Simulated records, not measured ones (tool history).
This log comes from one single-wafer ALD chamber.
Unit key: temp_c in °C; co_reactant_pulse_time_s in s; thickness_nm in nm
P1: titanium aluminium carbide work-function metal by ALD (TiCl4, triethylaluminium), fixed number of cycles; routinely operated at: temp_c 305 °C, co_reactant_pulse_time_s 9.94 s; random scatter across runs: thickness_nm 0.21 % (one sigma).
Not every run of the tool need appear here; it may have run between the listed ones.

run	day	temp_c	co_reactant_pulse_time_s	hours since the last thermocouple change	hours since the last triethylaluminium bottle change	thickness_nm
1	0.454	305	9.94	1023.3	185.6	2.0619
2	0.983	324	9.94	1036	198.3	2.2305
3	1.517	305	9.94	1048.8	211.1	2.0676
4	1.946	305	3.42	1059.1	221.4	1.4751
5	2.329	285	9.94	1068.3	230.6	1.8888
6	2.758	305	9.94	1078.6	240.9	2.0607
7	3.25	305	9.94	1090.4	252.7	2.0622
8	3.717	320	6.91	1101.6	263.9	2.0648
9	4.154	305	9.94	1112.1	274.4	2.0711
10	4.621	325	5.32	1123.3	285.6	1.942
11	5.05	305	14.34	1133.6	295.9	2.1177
12	5.383	305	9.94	1141.6	303.9	2.0645
13	5.779	305	9.94	1151.1	313.4	2.0537
14	6.158	305	9.94	1160.2	322.5	2.047
15	6.8	305	9.94	1175.6	337.9	2.0418
16	7.225	305	9.94	1185.8	348.1	2.0344
17	7.621	305	9.94	1195.3	357.6	2.0378
18	7.967	305	9.94	1203.6	365.9	2.0254
19	8.471	305	9.94	1215.7	378	2.0191
20	8.854	305	9.94	1224.9	387.2	2.0337

The output of P1 has drifted from where it used to be. Each of the 2 causes below, taken at the size shown beside it, accounts for the log equally well:
A: triethylaluminium dose below that of a fresh bottle (%) = 11.4
B: wafer temperature below the value expected at the setpoint (K) = 3.78
At approximately day 5.383, the process output began to creep.

Listed below are the offered check runs, one wafer per run, with question marks in place of results. For which of them would the causes give clearly different outcomes?
check 1	9.238	287	9.94			?
check 2	9.238	305	3.96			?
check 3	9.238	285	9.94			?
check 4	9.238	314	9.94			?

Outcome of each check run for each possible cause:
check	result	if A	if B
check 1	thickness_nm	1.8745	1.8723
check 2	thickness_nm	1.4958	1.5618
check 3	thickness_nm	1.8574	1.8551
check 4	thickness_nm	2.1075	2.1084
Smallest distance between any two causes, each pair judged by its most separating result, in per cent: check 1 0.11 %; check 2 4.32 %; check 3 0.13 %; check 4 0.04 %
Of the check runs offered, only check 2 discriminates between the causes; the rest would read about the same regardless of which cause applies.

Check 2 has now been run. It gave: thickness_nm 1.4955 nm. Which of the candidate causes is it?

The cause is A: triethylaluminium dose below that of a fresh bottle (%).

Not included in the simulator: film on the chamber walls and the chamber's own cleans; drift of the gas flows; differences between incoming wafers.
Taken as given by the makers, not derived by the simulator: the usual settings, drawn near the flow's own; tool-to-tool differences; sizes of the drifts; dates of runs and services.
